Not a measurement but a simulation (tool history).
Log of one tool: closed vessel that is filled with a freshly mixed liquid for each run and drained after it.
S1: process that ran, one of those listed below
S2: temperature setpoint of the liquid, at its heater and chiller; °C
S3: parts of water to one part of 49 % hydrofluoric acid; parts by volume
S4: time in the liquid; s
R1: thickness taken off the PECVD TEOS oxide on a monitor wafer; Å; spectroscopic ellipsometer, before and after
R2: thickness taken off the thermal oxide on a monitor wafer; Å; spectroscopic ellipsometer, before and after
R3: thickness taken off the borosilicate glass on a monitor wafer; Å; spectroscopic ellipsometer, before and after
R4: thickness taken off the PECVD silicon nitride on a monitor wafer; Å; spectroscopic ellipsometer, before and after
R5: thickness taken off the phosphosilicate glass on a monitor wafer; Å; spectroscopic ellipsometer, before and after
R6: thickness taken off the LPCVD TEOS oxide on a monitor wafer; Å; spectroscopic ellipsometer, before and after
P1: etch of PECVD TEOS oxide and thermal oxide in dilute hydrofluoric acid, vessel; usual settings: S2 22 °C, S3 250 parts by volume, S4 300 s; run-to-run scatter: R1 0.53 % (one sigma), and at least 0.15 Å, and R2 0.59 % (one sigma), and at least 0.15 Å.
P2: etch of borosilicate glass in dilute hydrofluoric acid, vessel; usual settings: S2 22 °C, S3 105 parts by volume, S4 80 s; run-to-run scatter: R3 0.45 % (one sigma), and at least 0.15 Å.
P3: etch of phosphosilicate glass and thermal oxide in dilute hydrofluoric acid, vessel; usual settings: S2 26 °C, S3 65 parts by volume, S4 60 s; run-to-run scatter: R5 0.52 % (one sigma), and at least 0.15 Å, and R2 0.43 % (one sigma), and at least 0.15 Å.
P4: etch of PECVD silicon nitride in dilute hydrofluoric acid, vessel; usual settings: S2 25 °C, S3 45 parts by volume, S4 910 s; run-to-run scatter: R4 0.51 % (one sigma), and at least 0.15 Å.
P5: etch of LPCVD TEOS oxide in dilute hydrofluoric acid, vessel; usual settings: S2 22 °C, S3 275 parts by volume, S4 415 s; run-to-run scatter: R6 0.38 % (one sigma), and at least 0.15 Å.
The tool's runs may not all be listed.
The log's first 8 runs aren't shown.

run 9 hour=58.6 | S1=P5 S2=22 S3=475 S4=415 | R6=93.639
run 10 hour=67.9 | S1=P1 S2=17 S3=250 S4=300 | R1=119.14 R2=38.044
run 11 hour=76.2 | S1=P2 S2=22 S3=105 S4=35 | R3=76.181
run 12 hour=81.4 | S1=P1 S2=22 S3=250 S4=300 | R1=143.75 R2=44.841
run 13 hour=88.7 | S1=P3 S2=26 S3=105 S4=60 | R2=27.598 R5=605.21
run 14 hour=95.7 | S1=P4 S2=25 S3=45 S4=910 | R4=484.37
run 15 hour=100.4 | S1=P1 S2=22 S3=250 S4=300 | R1=143.46 R2=45.23
run 16 hour=110.7 | S1=P3 S2=26 S3=65 S4=60 | R2=47.382 R5=1031
run 17 hour=120 | S1=P4 S2=25 S3=60 S4=910 | R4=363.11
run 18 hour=129.2 | S1=P1 S2=29 S3=250 S4=300 | R1=182.22 R2=57.838
run 19 hour=139.5 | S1=P1 S2=22 S3=250 S4=110 | R1=52.558 R2=16.806
run 20 hour=147.5 | S1=P2 S2=22 S3=105 S4=80 | R3=176.02
run 21 hour=155.9 | S1=P4 S2=25 S3=45 S4=1695 | R4=907.12
run 22 hour=162.4 | S1=P1 S2=22 S3=250 S4=300 | R1=144.33 R2=45.051
run 23 hour=169.5 | S1=P5 S2=29 S3=275 S4=415 | R6=247.01

The next listed run, before its measurement:
run 24 hour=177.5 | S1=P5 S2=22 S3=275 S4=415 | R6=?

Run 24 gave R6 193.48 Å.
